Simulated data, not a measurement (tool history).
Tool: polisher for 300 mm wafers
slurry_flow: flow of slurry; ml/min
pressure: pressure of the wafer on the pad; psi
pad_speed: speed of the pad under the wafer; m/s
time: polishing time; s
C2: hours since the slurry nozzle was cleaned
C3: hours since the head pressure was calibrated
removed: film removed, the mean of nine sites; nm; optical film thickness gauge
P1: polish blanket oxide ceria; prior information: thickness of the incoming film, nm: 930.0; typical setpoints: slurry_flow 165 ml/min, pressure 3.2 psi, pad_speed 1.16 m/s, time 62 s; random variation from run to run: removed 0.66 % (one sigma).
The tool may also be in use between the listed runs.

run 1 day=0.100 | slurry_flow=165 pressure=3.2 pad_speed=1.16 time=62 | wafers_polished_on_this_pad=416 C2=251.5 C3=43.1 | removed=325.96
run 2 day=0.225 | slurry_flow=165 pressure=1.6 pad_speed=1.16 time=62 | wafers_polished_on_this_pad=438 C2=254.5 C3=46.1 | removed=163.79
run 3 day=0.338 | slurry_flow=115 pressure=3.2 pad_speed=1.16 time=62 | wafers_polished_on_this_pad=458 C2=257.2 C3=48.8 | removed=308.20
run 4 day=0.458 | slurry_flow=165 pressure=3.2 pad_speed=1.64 time=62 | wafers_polished_on_this_pad=479 C2=260.1 C3=51.7 | removed=465.66
run 5 day=0.588 | slurry_flow=250 pressure=3.2 pad_speed=1.16 time=62 | wafers_polished_on_this_pad=502 C2=263.2 C3=54.8 | removed=351.30
run 6 day=0.771 | slurry_flow=165 pressure=3.2 pad_speed=0.52 time=62 | wafers_polished_on_this_pad=535 C2=267.6 C3=59.2 | removed=146.84
run 7 day=0.962 | slurry_flow=165 pressure=3.2 pad_speed=1.16 time=79 | wafers_polished_on_this_pad=569 C2=272.2 C3=63.8 | removed=415.68
run 8 day=1.125 | slurry_flow=100 pressure=3.2 pad_speed=1.16 time=76 | wafers_polished_on_this_pad=597 C2=276.1 C3=67.7 | removed=364.79
run 9 day=1.296 | slurry_flow=165 pressure=3.2 pad_speed=1.16 time=62 | wafers_polished_on_this_pad=628 C2=280.2 C3=71.8 | removed=328.18
run 10 day=1.421 | slurry_flow=165 pressure=3.2 pad_speed=1.16 time=62 | wafers_polished_on_this_pad=650 C2=283.2 C3=74.8 | removed=328.38
run 11 day=1.529 | slurry_flow=215 pressure=3.2 pad_speed=1.66 time=62 | wafers_polished_on_this_pad=669 C2=285.8 C3=77.4 | removed=484.98
run 12 day=1.625 | slurry_flow=165 pressure=3.2 pad_speed=1.46 time=94 | wafers_polished_on_this_pad=686 C2=288.1 C3=79.7 | removed=621.39
run 13 day=1.758 | slurry_flow=165 pressure=3.2 pad_speed=1.16 time=62 | wafers_polished_on_this_pad=710 C2=291.3 C3=82.9 | removed=330.00
run 14 day=1.946 | slurry_flow=165 pressure=3.2 pad_speed=1.16 time=28 | wafers_polished_on_this_pad=743 C2=295.8 C3=87.4 | removed=147.81
run 15 day=2.083 | slurry_flow=165 pressure=3.2 pad_speed=1.16 time=62 | wafers_polished_on_this_pad=767 C2=299.1 C3=90.7 | removed=329.91
run 16 day=2.262 | slurry_flow=165 pressure=5.0 pad_speed=1.16 time=62 | wafers_polished_on_this_pad=799 C2=303.4 C3=95.0 | removed=515.17
run 17 day=2.438 | slurry_flow=165 pressure=3.2 pad_speed=1.16 time=62 | wafers_polished_on_this_pad=830 C2=307.6 C3=99.2 | removed=328.23
run 18 day=2.583 | slurry_flow=165 pressure=3.2 pad_speed=1.16 time=62 | wafers_polished_on_this_pad=856 C2=311.1 C3=102.7 | removed=327.98
run 19 day=2.696 | slurry_flow=165 pressure=3.2 pad_speed=1.16 time=62 | wafers_polished_on_this_pad=875 C2=313.8 C3=105.4 | removed=319.18
run 20 day=2.871 | slurry_flow=165 pressure=3.2 pad_speed=1.16 time=62 | wafers_polished_on_this_pad=906 C2=318.0 C3=109.6 | removed=308.92
run 21 day=2.967 | slurry_flow=165 pressure=3.2 pad_speed=1.16 time=62 | wafers_polished_on_this_pad=923 C2=320.3 C3=111.9 | removed=306.87

Estimate the outcome of run 22 from the log above:
run 22 day=3.117 | slurry_flow=165 pressure=3.2 pad_speed=1.16 time=62 | wafers_polished_on_this_pad=950 C2=323.9 C3=115.5 | removed=?

Run 22 yielded removed 299.76 nm.

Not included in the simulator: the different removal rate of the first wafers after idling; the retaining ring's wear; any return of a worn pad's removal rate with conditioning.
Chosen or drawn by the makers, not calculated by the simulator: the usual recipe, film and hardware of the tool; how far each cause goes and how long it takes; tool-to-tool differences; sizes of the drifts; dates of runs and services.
